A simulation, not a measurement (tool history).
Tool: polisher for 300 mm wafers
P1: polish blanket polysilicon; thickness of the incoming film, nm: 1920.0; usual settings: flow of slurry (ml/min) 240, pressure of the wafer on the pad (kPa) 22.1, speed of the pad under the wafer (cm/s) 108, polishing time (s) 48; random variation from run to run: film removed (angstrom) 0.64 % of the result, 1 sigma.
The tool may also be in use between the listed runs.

| run | day | flow of slurry (ml/min) | pressure of the wafer on the pad (kPa) | speed of the pad under the wafer (cm/s) | polishing time (s) | wafers polished on this pad | hours since the slurry nozzle was cleaned | hours since the head pressure was calibrated | film removed (angstrom) |
|---|---|---|---|---|---|---|---|---|---|
| 1 | 0.450 | 240 | 22.1 | 108 | 48 | 724 | 45.4 | 310.4 | 4969.6 |
| 2 | 0.779 | 240 | 22.1 | 108 | 48 | 792 | 53.3 | 318.3 | 4942.0 |
| 3 | 1.246 | 240 | 22.1 | 56 | 48 | 888 | 64.5 | 329.5 | 2547.6 |
| 4 | 1.558 | 240 | 22.1 | 108 | 48 | 953 | 72.0 | 337.0 | 4960.0 |
| 5 | 1.950 | 240 | 22.1 | 108 | 48 | 1034 | 81.4 | 346.4 | 4899.9 |
| 6 | 2.471 | 240 | 22.1 | 170 | 48 | 1142 | 93.9 | 358.9 | 7770.4 |
| 7 | 2.992 | 240 | 22.1 | 108 | 48 | 1249 | 106.4 | 371.4 | 4914.3 |
| 8 | 3.446 | 240 | 22.1 | 108 | 29 | 1343 | 117.3 | 382.3 | 3013.6 |
| 9 | 3.783 | 240 | 34.5 | 108 | 48 | 1413 | 125.4 | 390.4 | 7670.3 |
| 10 | 4.067 | 240 | 31.0 | 142 | 48 | 1471 | 132.2 | 397.2 | 9124.1 |
| 11 | 4.338 | 240 | 22.1 | 108 | 67 | 1527 | 138.7 | 403.7 | 6951.6 |
| 12 | 4.754 | 240 | 11.7 | 108 | 48 | 1614 | 148.7 | 413.7 | 2610.1 |
| 13 | 5.067 | 240 | 22.1 | 108 | 48 | 1678 | 156.2 | 421.2 | 4964.9 |
| 14 | 5.508 | 350 | 22.1 | 108 | 67 | 1769 | 166.8 | 431.8 | 7173.3 |
|  | 5.779 | slurry nozzle cleaned |
|  | 5.788 | head pressure recalibrated |
| 15 | 5.996 | 145 | 22.1 | 108 | 48 | 1870 | 5.3 | 5.0 | 4558.0 |
| 16 | 6.467 | 360 | 22.1 | 108 | 48 | 1968 | 16.6 | 16.3 | 5139.7 |
| 17 | 6.779 | 240 | 22.1 | 108 | 48 | 2032 | 24.1 | 23.8 | 4943.2 |
| 18 | 7.038 | 240 | 22.1 | 108 | 48 | 2086 | 30.3 | 30.0 | 4877.0 |
| 19 | 7.325 | 240 | 22.1 | 108 | 48 | 2145 | 37.2 | 36.9 | 4835.9 |
| 20 | 7.604 | 240 | 22.1 | 108 | 48 | 2203 | 43.9 | 43.6 | 4804.2 |
| 21 | 7.958 | 240 | 22.1 | 108 | 48 | 2276 | 52.4 | 52.1 | 4693.5 |
| 22 | 8.217 | 240 | 22.1 | 108 | 48 | 2329 | 58.6 | 58.3 | 4777.6 |
|  | 8.304 | head pressure recalibrated |
| 23 | 8.700 | 240 | 22.1 | 108 | 48 | 2429 | 70.2 | 9.6 | 4646.0 |
| 24 | 9.083 | 240 | 22.1 | 108 | 48 | 2508 | 79.4 | 18.8 | 4691.3 |
| 25 | 9.338 | 240 | 22.1 | 108 | 48 | 2561 | 85.5 | 24.9 | 4633.9 |
| 26 | 9.721 | 240 | 22.1 | 108 | 48 | 2640 | 94.7 | 34.1 | 4596.6 |
| 27 | 10.167 | 240 | 22.1 | 108 | 48 | 2732 | 105.4 | 44.8 | 4680.7 |

What P1 gives has crept away from where it was. These 2 causes fit the log equally well, each at the size given:
A: removal rate lost through wear of the pad, % = 5.81
B: slurry flow missing at the pad, % = 35.5
The creep began at about day 6.779.
Why every other cause is out:
head's pressure below its setpoint, %: serviced at day 8.304, which brought nothing back

4 check runs are offered, each on 2 wafers whose results are averaged, their results left as question marks. Which one tells the causes apart?
| check 1 | 10.612 | 240 | 13.1 | 108 | 48 |  |  |  | ? |
| check 2 | 10.612 | 240 | 22.1 | 80 | 64 |  |  |  | ? |
| check 3 | 10.612 | 240 | 33.8 | 108 | 48 |  |  |  | ? |
| check 4 | 10.612 | 145 | 17.2 | 108 | 48 |  |  |  | ? |

What each check would give under each cause:
| check | result | if A | if B |
|---|---|---|---|
| check 1 | film removed (angstrom) | 2759.8 | 2759.6 |
| check 2 | film removed (angstrom) | 4590.7 | 4590.4 |
| check 3 | film removed (angstrom) | 7117.4 | 7116.9 |
| check 4 | film removed (angstrom) | 3381.9 | 3264.3 |
How far apart the two closest causes lie, in the result that separates them most: check 1 0.01 %; check 2 0.01 %; check 3 0.01 %; check 4 3.54 %
Only check 4 tells the causes apart: in the others they would give nearly the same result.

Then check 4 was run and gave: film removed (angstrom) 3265.7. Which cause is it?

It is B: slurry flow missing at the pad, %.
